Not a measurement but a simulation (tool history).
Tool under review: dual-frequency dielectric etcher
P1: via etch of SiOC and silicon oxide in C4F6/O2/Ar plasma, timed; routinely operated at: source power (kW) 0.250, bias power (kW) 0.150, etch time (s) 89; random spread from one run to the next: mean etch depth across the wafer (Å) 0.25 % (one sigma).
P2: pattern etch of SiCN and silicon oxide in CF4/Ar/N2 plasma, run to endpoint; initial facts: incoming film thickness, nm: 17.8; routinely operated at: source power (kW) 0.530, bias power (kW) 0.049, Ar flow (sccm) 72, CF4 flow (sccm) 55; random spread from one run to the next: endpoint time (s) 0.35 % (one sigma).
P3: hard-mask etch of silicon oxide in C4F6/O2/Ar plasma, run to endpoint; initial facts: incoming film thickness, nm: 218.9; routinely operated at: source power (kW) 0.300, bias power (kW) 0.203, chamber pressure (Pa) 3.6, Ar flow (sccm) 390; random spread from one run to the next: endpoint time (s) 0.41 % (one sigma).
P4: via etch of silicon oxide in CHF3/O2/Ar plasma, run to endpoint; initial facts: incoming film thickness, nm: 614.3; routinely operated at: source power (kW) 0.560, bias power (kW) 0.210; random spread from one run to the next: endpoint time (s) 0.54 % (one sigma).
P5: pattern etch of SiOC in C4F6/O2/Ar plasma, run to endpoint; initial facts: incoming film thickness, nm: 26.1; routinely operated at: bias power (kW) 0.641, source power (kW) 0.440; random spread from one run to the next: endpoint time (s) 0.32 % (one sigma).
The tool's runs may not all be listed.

run,day,process that ran,source power (kW),bias power (kW),etch time (s),chamber pressure (Pa),Ar flow (sccm),CF4 flow (sccm),hours since the last wet clean,hours since the last source power generator calibration,hours since the last bias power generator calibration,mean etch depth across the wafer (Å),endpoint time (s)
1,0.525,P1,0.250,0.150,89,,,,117.8,1963.3,2523.4,820.55,
2,1.104,P1,0.250,0.091,89,,,,131.7,1977.2,2537.3,703.90,
3,1.688,P3,0.300,0.203,,4.4,390,,145.7,1991.2,2551.3,,79.1060
4,2.304,P2,0.640,0.049,,,72,55,160.5,2006.0,2566.1,,17.0440
5,2.754,P1,0.350,0.150,89,,,,171.3,2016.8,2576.9,933.00,
6,3.175,P1,0.250,0.150,89,,,,181.4,2026.9,2587.0,817.54,
7,3.612,P1,0.340,0.150,71,,,,191.9,2037.4,2597.5,734.71,
8,3.996,P3,0.300,0.203,,3.6,390,,201.1,2046.6,2606.7,,77.5260
9,4.429,P3,0.300,0.203,,3.6,278,,211.5,2057.0,2617.1,,74.5960
10,4.846,P1,0.190,0.106,89,,,,221.5,2067.0,2627.1,658.29,
11,5.317,P1,0.250,0.150,114,,,,232.8,2078.3,2638.4,1044.30,
12,5.629,P1,0.250,0.150,89,,,,240.3,2085.8,2645.9,815.52,
13,6.017,P1,0.250,0.150,89,,,,249.6,2095.1,2655.2,817.82,
14,6.367,P1,0.250,0.150,89,,,,258.0,2103.5,2663.6,819.74,
15,6.929,P5,0.260,0.641,,,,,271.5,2117.0,2677.1,,9.6594
16,7.408,P2,0.530,0.049,,,72,55,283.0,2128.5,2688.6,,20.1240
17,7.946,P5,0.440,0.904,,,,,295.9,2141.4,2701.5,,6.8986
18,8.312,P2,0.530,0.049,,,72,55,304.7,2150.2,2710.3,,20.1930
19,8.854,P1,0.210,0.150,69,,,,317.7,2163.2,2723.3,593.11,
20,9.154,P1,0.250,0.150,89,,,,324.9,2170.4,2730.5,815.14,
21,9.688,P1,0.250,0.150,59,,,,337.7,2183.2,2743.3,541.00,
22,10.246,P5,0.440,0.641,,,,,351.1,2196.6,2756.7,,7.9317
23,10.821,P2,0.530,0.031,,,72,55,364.9,2210.4,2770.5,,22.9600
24,11.238,P3,0.300,0.203,,3.6,390,,374.9,2220.4,2780.5,,77.5490
25,11.579,P2,0.530,0.049,,,72,43,383.1,2228.6,2788.7,,21.0850
26,12.079,P4,0.710,0.210,,,,,395.1,2240.6,2800.7,,283.8100
27,12.483,P1,0.180,0.150,89,,,,404.8,2250.3,2810.4,721.80,
28,12.817,P4,0.560,0.210,,,,,412.8,2258.3,2818.4,,307.1100
29,13.208,P3,0.300,0.127,,3.6,390,,422.2,2267.7,2827.8,,89.9600
30,13.788,P3,0.190,0.203,,3.6,390,,436.1,2281.6,2841.7,,92.2330
31,14.154,P1,0.250,0.201,89,,,,444.9,2290.4,2850.5,895.53,
32,14.746,P2,0.530,0.049,,,53,55,459.1,2304.6,2864.7,,19.3230
33,15.171,P4,0.560,0.142,,,,,469.3,2314.8,2874.9,,351.3000
34,15.621,P1,0.250,0.150,89,,,,480.1,2325.6,2885.7,816.87,
35,16.188,P1,0.250,0.150,89,,,,493.7,2339.2,2899.3,807.83,
36,16.479,P1,0.250,0.150,89,,,,500.7,2346.2,2906.3,809.98,
# day 16.971: wet clean of the chamber
37,17.008,P1,0.250,0.150,89,,,,1.0,2358.9,2919.0,810.35,

Run 38 is up next; what results do you expect?
38,17.567,P1,0.250,0.150,89,,,,14.4,2372.3,2932.4,?,

{"run 38": {"mean etch depth across the wafer (Å)": 802.87}}

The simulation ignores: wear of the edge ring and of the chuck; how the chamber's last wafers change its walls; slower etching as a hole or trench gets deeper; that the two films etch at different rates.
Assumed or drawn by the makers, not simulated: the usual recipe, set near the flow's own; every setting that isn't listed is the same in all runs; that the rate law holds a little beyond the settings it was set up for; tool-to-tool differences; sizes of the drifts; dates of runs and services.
